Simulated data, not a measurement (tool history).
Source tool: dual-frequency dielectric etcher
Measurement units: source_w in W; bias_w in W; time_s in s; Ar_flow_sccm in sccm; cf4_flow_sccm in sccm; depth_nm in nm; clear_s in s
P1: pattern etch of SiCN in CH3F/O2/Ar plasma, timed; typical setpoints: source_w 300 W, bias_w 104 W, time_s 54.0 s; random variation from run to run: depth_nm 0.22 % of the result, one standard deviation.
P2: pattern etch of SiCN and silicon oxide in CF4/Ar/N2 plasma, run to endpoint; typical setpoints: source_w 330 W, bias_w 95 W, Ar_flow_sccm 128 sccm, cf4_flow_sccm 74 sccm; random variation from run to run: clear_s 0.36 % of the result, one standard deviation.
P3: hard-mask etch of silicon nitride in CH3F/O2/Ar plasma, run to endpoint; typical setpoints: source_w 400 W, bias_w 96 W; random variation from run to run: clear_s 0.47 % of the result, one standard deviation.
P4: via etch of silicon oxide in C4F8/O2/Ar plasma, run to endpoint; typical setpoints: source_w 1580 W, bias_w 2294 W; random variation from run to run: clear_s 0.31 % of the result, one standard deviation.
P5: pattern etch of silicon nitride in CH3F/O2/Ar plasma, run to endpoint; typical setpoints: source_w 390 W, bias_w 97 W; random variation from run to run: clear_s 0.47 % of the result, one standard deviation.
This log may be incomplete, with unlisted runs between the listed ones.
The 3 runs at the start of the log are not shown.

run	hour	process	source_w	bias_w	time_s	Ar_flow_sccm	cf4_flow_sccm	hours since the last wet clean	hours since the last source power generator calibration	hours since the last bias power generator calibration	depth_nm	clear_s
4	39.2	P1	300	138	54.0			135.4	775.7	914.2	23.614	
5	53.9	P2	330	95		172	74	150.1	790.4	928.9		13.541
6	66.5	P1	300	104	38.0			162.7	803.0	941.5	14.815	
7	79.0	P4	1580	2924				175.2	815.5	954.0		266.260
8	90.8	P4	2130	2294				187.0	827.3	965.8		253.530
9	103.4	P2	330	95		128	74	199.6	839.9	978.4		12.988
10	112.6	P1	300	62	54.0			208.8	849.1	987.6	17.432	
11	119.1	P2	330	95		128	45	215.3	855.6	994.1		13.977
12	131.6	P1	300	104	54.0			227.8	868.1	1006.6	21.121	
13	142.0	P4	1580	2294				238.2	878.5	1017.0		287.200
14	152.3	P5	270	97				248.5	888.8	1027.3		79.252
15	163.6	P3	540	96				259.8	900.1	1038.6		34.834
16	173.5	P1	230	104	54.0			269.7	910.0	1048.5	19.062	
17	186.0	P1	430	104	74.5			282.2	922.5	1061.0	33.076	
18	195.9	P1	300	104	66.0			292.1	932.4	1070.9	25.775	
19	208.9	P3	400	72				305.1	945.4	1083.9		42.660
20	217.7	P1	300	104	54.0			313.9	954.2	1092.7	21.073	

Forecast run 21:
21	226.4	P2	330	95		128	74	322.6	962.9	1101.4		?

{"run 21": {"clear_s": 13.026}}

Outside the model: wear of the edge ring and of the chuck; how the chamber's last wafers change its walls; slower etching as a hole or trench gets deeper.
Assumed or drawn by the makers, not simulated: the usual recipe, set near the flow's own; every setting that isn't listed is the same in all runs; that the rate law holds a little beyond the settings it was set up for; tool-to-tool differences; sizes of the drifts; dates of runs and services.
